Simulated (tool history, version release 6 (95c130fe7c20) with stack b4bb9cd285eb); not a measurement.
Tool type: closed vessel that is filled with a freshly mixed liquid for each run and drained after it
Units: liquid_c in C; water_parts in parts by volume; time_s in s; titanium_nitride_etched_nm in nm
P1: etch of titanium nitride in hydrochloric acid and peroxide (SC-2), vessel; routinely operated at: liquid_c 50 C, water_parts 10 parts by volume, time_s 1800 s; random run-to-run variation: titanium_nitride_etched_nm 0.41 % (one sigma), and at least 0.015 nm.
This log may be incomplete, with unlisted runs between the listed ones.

run,day,liquid_c,water_parts,time_s,titanium_nitride_etched_nm
1,0.321,50,10,1800,33.204
2,0.854,50,16.5,2635,31.507
3,1.242,50,10,1800,33.462
4,1.788,50,4,1800,66.858
5,2.35,66.5,10,1800,94.744
6,2.979,50,10,1800,33.356
7,3.292,50,10,1800,33.239
8,3.992,50,10,345,6.43
9,4.454,50,15.5,1800,22.811
10,4.817,37,10,1800,13.505
11,5.392,50,10,2865,52.996
12,6.025,50,10,1800,33.057
13,6.596,50,10,1800,31.957
14,7.158,50,10,1800,31.21
15,7.767,50,10,1800,30.763
# day 7.796: new drum of peroxide connected
16,8.229,50,10,1800,30.63
17,8.862,50,10,1800,30.221
18,9.333,50,10,1800,30.291
19,9.983,50,10,1800,30.128
20,10.567,50,10,1800,30.152

The log shows P1 creeping away from where it was. Any of the 2 causes listed here, at the size stated for it, fits the log just as well as the others:
A: liquid colder than its thermometer reads (K) = 1.52
B: chemicals flow below the setpoint (%) = 11.3
The creep began at about day 6.025.
Every other cause this tool's parts could produce, and why it does not fit the log:
peroxide weaker than its label (%): serviced at day 7.796, after the drift had started, without restoring the earlier output

4 check runs are offered, each on 3 wafers whose results are averaged, their results left as question marks. Which one tells the causes apart?
check 1,11.15,56.5,10,1800,?
check 2,11.15,50,4,675,?
check 3,11.15,57.5,10,1800,?
check 4,11.15,50,14.5,1800,?

What every check run would give for each of its results, assuming each possible cause in turn:
check,result,if A,if B
check 1,titanium_nitride_etched_nm,46.173,46.032
check 2,titanium_nitride_etched_nm,22.553,23.015
check 3,titanium_nitride_etched_nm,49.248,49.069
check 4,titanium_nitride_etched_nm,21.87,21.776
Minimum pairwise separation of causes per check, each pair taken at its best-separating result: check 1 0.31 %; check 2 2.02 %; check 3 0.37 %; check 4 0.43 %
Check 2 distinguishes between the causes, while the remaining checks would return nearly the same result for all of them.

Running check 2 produced the following: titanium_nitride_etched_nm 23.1 nm. Which one of the listed causes fits?

It is B: chemicals flow below the setpoint (%).
